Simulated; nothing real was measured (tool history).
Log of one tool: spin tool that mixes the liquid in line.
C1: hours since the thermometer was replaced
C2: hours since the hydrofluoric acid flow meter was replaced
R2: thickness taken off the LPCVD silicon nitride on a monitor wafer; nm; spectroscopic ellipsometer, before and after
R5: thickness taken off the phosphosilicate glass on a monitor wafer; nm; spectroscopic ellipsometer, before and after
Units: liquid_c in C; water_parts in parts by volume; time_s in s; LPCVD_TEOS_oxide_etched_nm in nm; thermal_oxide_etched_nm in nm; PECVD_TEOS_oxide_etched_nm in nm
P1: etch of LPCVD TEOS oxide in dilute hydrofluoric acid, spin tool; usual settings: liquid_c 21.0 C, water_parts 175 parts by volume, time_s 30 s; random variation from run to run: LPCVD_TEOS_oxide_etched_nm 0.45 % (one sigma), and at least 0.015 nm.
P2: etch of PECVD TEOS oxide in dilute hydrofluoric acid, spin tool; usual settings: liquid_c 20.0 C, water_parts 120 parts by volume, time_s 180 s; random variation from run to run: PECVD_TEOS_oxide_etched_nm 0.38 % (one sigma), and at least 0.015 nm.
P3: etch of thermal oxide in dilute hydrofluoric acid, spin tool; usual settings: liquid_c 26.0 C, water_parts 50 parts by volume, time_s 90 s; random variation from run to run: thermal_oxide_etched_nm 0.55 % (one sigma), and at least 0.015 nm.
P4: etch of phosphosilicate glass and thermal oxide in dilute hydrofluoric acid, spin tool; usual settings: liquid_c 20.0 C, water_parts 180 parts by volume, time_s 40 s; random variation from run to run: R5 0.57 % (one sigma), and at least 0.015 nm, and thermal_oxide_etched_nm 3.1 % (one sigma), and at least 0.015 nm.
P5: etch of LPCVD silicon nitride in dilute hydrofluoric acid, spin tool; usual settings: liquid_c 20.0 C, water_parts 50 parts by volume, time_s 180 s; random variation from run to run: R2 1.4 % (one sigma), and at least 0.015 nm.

{"run": 1, "hour": 5.4, "process": "P1", "liquid_c": 21.0, "water_parts": 175, "time_s": 30, "C1": 937.6, "C2": 224.0, "LPCVD_TEOS_oxide_etched_nm": 4.853}
{"run": 2, "hour": 10.9, "process": "P1", "liquid_c": 21.0, "water_parts": 255, "time_s": 30, "C1": 943.1, "C2": 229.5, "LPCVD_TEOS_oxide_etched_nm": 3.0912}
{"run": 3, "hour": 17.8, "process": "P5", "liquid_c": 20.0, "water_parts": 50, "time_s": 180, "C1": 950.0, "C2": 236.4, "R2": 1.4941}
{"run": 4, "hour": 23.7, "process": "P1", "liquid_c": 17.0, "water_parts": 315, "time_s": 30, "C1": 955.9, "C2": 242.3, "LPCVD_TEOS_oxide_etched_nm": 2.0182}
{"run": 5, "hour": 32.3, "process": "P3", "liquid_c": 33.5, "water_parts": 50, "time_s": 90, "C1": 964.5, "C2": 250.9, "thermal_oxide_etched_nm": 13.23}
{"run": 6, "hour": 40.5, "process": "P1", "liquid_c": 21.0, "water_parts": 175, "time_s": 30, "C1": 972.7, "C2": 259.1, "LPCVD_TEOS_oxide_etched_nm": 4.8696}
{"run": 7, "hour": 45.1, "process": "P2", "liquid_c": 20.0, "water_parts": 120, "time_s": 15, "C1": 977.3, "C2": 263.7, "PECVD_TEOS_oxide_etched_nm": 1.5759}
{"run": 8, "hour": 53.0, "process": "P5", "liquid_c": 17.0, "water_parts": 50, "time_s": 180, "C1": 985.2, "C2": 271.6, "R2": 1.1886}
{"run": 9, "hour": 58.1, "process": "P4", "liquid_c": 20.0, "water_parts": 180, "time_s": 70, "C1": 990.3, "C2": 276.7, "thermal_oxide_etched_nm": 1.4824, "R5": 24.603}
{"run": 10, "hour": 67.2, "process": "P2", "liquid_c": 20.0, "water_parts": 215, "time_s": 180, "C1": 999.4, "C2": 285.8, "PECVD_TEOS_oxide_etched_nm": 9.5369}
{"run": 11, "hour": 74.6, "process": "P3", "liquid_c": 26.0, "water_parts": 50, "time_s": 90, "C1": 1006.8, "C2": 293.2, "thermal_oxide_etched_nm": 9.8157}
{"run": 12, "hour": 80.3, "process": "P2", "liquid_c": 26.5, "water_parts": 120, "time_s": 180, "C1": 1012.5, "C2": 298.9, "PECVD_TEOS_oxide_etched_nm": 24.181}
{"run": 13, "hour": 86.1, "process": "P3", "liquid_c": 26.0, "water_parts": 50, "time_s": 20, "C1": 1018.3, "C2": 304.7, "thermal_oxide_etched_nm": 2.2005}
{"run": 14, "hour": 90.7, "process": "P5", "liquid_c": 20.0, "water_parts": 20, "time_s": 180, "C1": 1022.9, "C2": 309.3, "R2": 3.4727}
{"run": 15, "hour": 96.1, "process": "P1", "liquid_c": 21.0, "water_parts": 175, "time_s": 50, "C1": 1028.3, "C2": 314.7, "LPCVD_TEOS_oxide_etched_nm": 8.1082}
{"run": 16, "hour": 102.1, "process": "P3", "liquid_c": 26.0, "water_parts": 70, "time_s": 90, "C1": 1034.3, "C2": 320.7, "thermal_oxide_etched_nm": 6.8947}
{"run": 17, "hour": 108.2, "process": "P1", "liquid_c": 17.0, "water_parts": 175, "time_s": 30, "C1": 1040.4, "C2": 326.8, "LPCVD_TEOS_oxide_etched_nm": 4.1554}
{"run": 18, "hour": 113.8, "process": "P1", "liquid_c": 21.0, "water_parts": 60, "time_s": 30, "C1": 1046.0, "C2": 332.4, "LPCVD_TEOS_oxide_etched_nm": 16.106}
{"run": 19, "hour": 122.1, "process": "P1", "liquid_c": 21.0, "water_parts": 175, "time_s": 30, "C1": 1054.3, "C2": 340.7, "LPCVD_TEOS_oxide_etched_nm": 4.8767}
{"run": 20, "hour": 126.4, "process": "P4", "liquid_c": 20.0, "water_parts": 180, "time_s": 40, "C1": 1058.6, "C2": 345.0, "thermal_oxide_etched_nm": 0.80638, "R5": 13.945}
{"run": 21, "hour": 136.1, "process": "P4", "liquid_c": 20.0, "water_parts": 45, "time_s": 40, "C1": 1068.3, "C2": 354.7, "thermal_oxide_etched_nm": 3.7644, "R5": 65.926}
{"run": 22, "hour": 145.7, "process": "P2", "liquid_c": 20.0, "water_parts": 120, "time_s": 180, "C1": 1077.9, "C2": 364.3, "PECVD_TEOS_oxide_etched_nm": 18.733}
{"run": 23, "hour": 152.0, "process": "P1", "liquid_c": 21.0, "water_parts": 175, "time_s": 30, "C1": 1084.2, "C2": 370.6, "LPCVD_TEOS_oxide_etched_nm": 4.8898}
{"run": 24, "hour": 158.9, "process": "P4", "liquid_c": 27.5, "water_parts": 180, "time_s": 40, "C1": 1091.1, "C2": 377.5, "thermal_oxide_etched_nm": 1.1521, "R5": 18.893}
{"run": 25, "hour": 166.7, "process": "P1", "liquid_c": 21.0, "water_parts": 175, "time_s": 30, "C1": 1098.9, "C2": 385.3, "LPCVD_TEOS_oxide_etched_nm": 4.8744}
{"run": 26, "hour": 171.6, "process": "P1", "liquid_c": 28.5, "water_parts": 175, "time_s": 30, "C1": 1103.8, "C2": 390.2, "LPCVD_TEOS_oxide_etched_nm": 6.5153}
{"run": 27, "hour": 178.7, "process": "P1", "liquid_c": 21.0, "water_parts": 175, "time_s": 15, "C1": 1110.9, "C2": 397.3, "LPCVD_TEOS_oxide_etched_nm": 2.4384}
{"run": 28, "hour": 185.8, "process": "P1", "liquid_c": 17.0, "water_parts": 285, "time_s": 30, "C1": 1118.0, "C2": 404.4, "LPCVD_TEOS_oxide_etched_nm": 2.2946}
{"run": 29, "hour": 194.5, "process": "P5", "liquid_c": 20.0, "water_parts": 50, "time_s": 285, "C1": 1126.7, "C2": 413.1, "R2": 2.3229}
{"run": 30, "hour": 199.3, "process": "P1", "liquid_c": 21.0, "water_parts": 175, "time_s": 30, "C1": 1131.5, "C2": 417.9, "LPCVD_TEOS_oxide_etched_nm": 4.8385}
{"run": 31, "hour": 208.9, "process": "P1", "liquid_c": 26.0, "water_parts": 45, "time_s": 30, "C1": 1141.1, "C2": 427.5, "LPCVD_TEOS_oxide_etched_nm": 26.965}
{"run": 32, "hour": 217.9, "process": "P1", "liquid_c": 21.0, "water_parts": 175, "time_s": 30, "C1": 1150.1, "C2": 436.5, "LPCVD_TEOS_oxide_etched_nm": 4.8177}
{"run": 33, "hour": 227.0, "process": "P1", "liquid_c": 21.0, "water_parts": 175, "time_s": 30, "C1": 1159.2, "C2": 445.6, "LPCVD_TEOS_oxide_etched_nm": 5.0116}
{"run": 34, "hour": 233.6, "process": "P1", "liquid_c": 21.0, "water_parts": 175, "time_s": 30, "C1": 1165.8, "C2": 452.2, "LPCVD_TEOS_oxide_etched_nm": 5.0986}
{"run": 35, "hour": 242.0, "process": "P1", "liquid_c": 21.0, "water_parts": 175, "time_s": 30, "C1": 1174.2, "C2": 460.6, "LPCVD_TEOS_oxide_etched_nm": 5.0834}
{"run": 36, "hour": 250.2, "process": "P1", "liquid_c": 21.0, "water_parts": 175, "time_s": 30, "C1": 1182.4, "C2": 468.8, "LPCVD_TEOS_oxide_etched_nm": 5.0634}
{"run": 37, "hour": 256.5, "process": "P1", "liquid_c": 21.0, "water_parts": 175, "time_s": 30, "C1": 1188.7, "C2": 475.1, "LPCVD_TEOS_oxide_etched_nm": 5.0915}
{"run": 38, "hour": 262.2, "process": "P1", "liquid_c": 21.0, "water_parts": 175, "time_s": 30, "C1": 1194.4, "C2": 480.8, "LPCVD_TEOS_oxide_etched_nm": 5.1233}
{"run": 39, "hour": 270.2, "process": "P1", "liquid_c": 21.0, "water_parts": 175, "time_s": 30, "C1": 1202.4, "C2": 488.8, "LPCVD_TEOS_oxide_etched_nm": 5.1232}
{"run": 40, "hour": 277.6, "process": "P1", "liquid_c": 21.0, "water_parts": 175, "time_s": 30, "C1": 1209.8, "C2": 496.2, "LPCVD_TEOS_oxide_etched_nm": 5.0917}
{"run": 41, "hour": 284.1, "process": "P1", "liquid_c": 21.0, "water_parts": 175, "time_s": 30, "C1": 1216.3, "C2": 502.7, "LPCVD_TEOS_oxide_etched_nm": 5.1268}
{"run": 42, "hour": 290.6, "process": "P1", "liquid_c": 21.0, "water_parts": 175, "time_s": 30, "C1": 1222.8, "C2": 509.2, "LPCVD_TEOS_oxide_etched_nm": 5.1558}

What P1 gives has crept away from where it was. These 2 causes fit the log equally well, each at the size given:
A: liquid hotter than its thermometer reads (K) = 1.48
B: hydrofluoric acid flow above the setpoint (%) = 4.95
The creep began at about hour 217.9.

4 check runs are offered, each on 5 wafers whose results are averaged, their results left as question marks. Which one tells the causes apart?
{"run": "check 1", "hour": 297.1, "process": "P5", "liquid_c": 20.0, "water_parts": 20, "time_s": 180, "R2": "?"}
{"run": "check 2", "hour": 297.1, "process": "P3", "liquid_c": 29.5, "water_parts": 50, "time_s": 90, "thermal_oxide_etched_nm": "?"}
{"run": "check 3", "hour": 297.1, "process": "P2", "liquid_c": 20.0, "water_parts": 205, "time_s": 15, "PECVD_TEOS_oxide_etched_nm": "?"}
{"run": "check 4", "hour": 297.1, "process": "P4", "liquid_c": 25.0, "water_parts": 120, "time_s": 40, "thermal_oxide_etched_nm": "?", "R5": "?"}

What each check would give under each cause:
check=check_1 result=R2 if_A=3.9135 if_B=3.6924
check=check_2 result=thermal_oxide_etched_nm if_A=12.02600 if_B=11.95400
check=check_3 result=PECVD_TEOS_oxide_etched_nm if_A=0.88640 if_B=0.88754
check=check_4 result=thermal_oxide_etched_nm if_A=1.70160 if_B=1.69890
check=check_4 result=R5 if_A=29.186 if_B=29.140
How far apart the two closest causes lie, in the result that separates them most: check 1 5.81 %; check 2 0.6 %; check 3 0.13 %; check 4 0.16 %
Only check 1 tells the causes apart: in the others they would give nearly the same result.

Check 1 was then run and gave: R2 3.7071 nm. Which cause is it?

It is B: hydrofluoric acid flow above the setpoint (%).
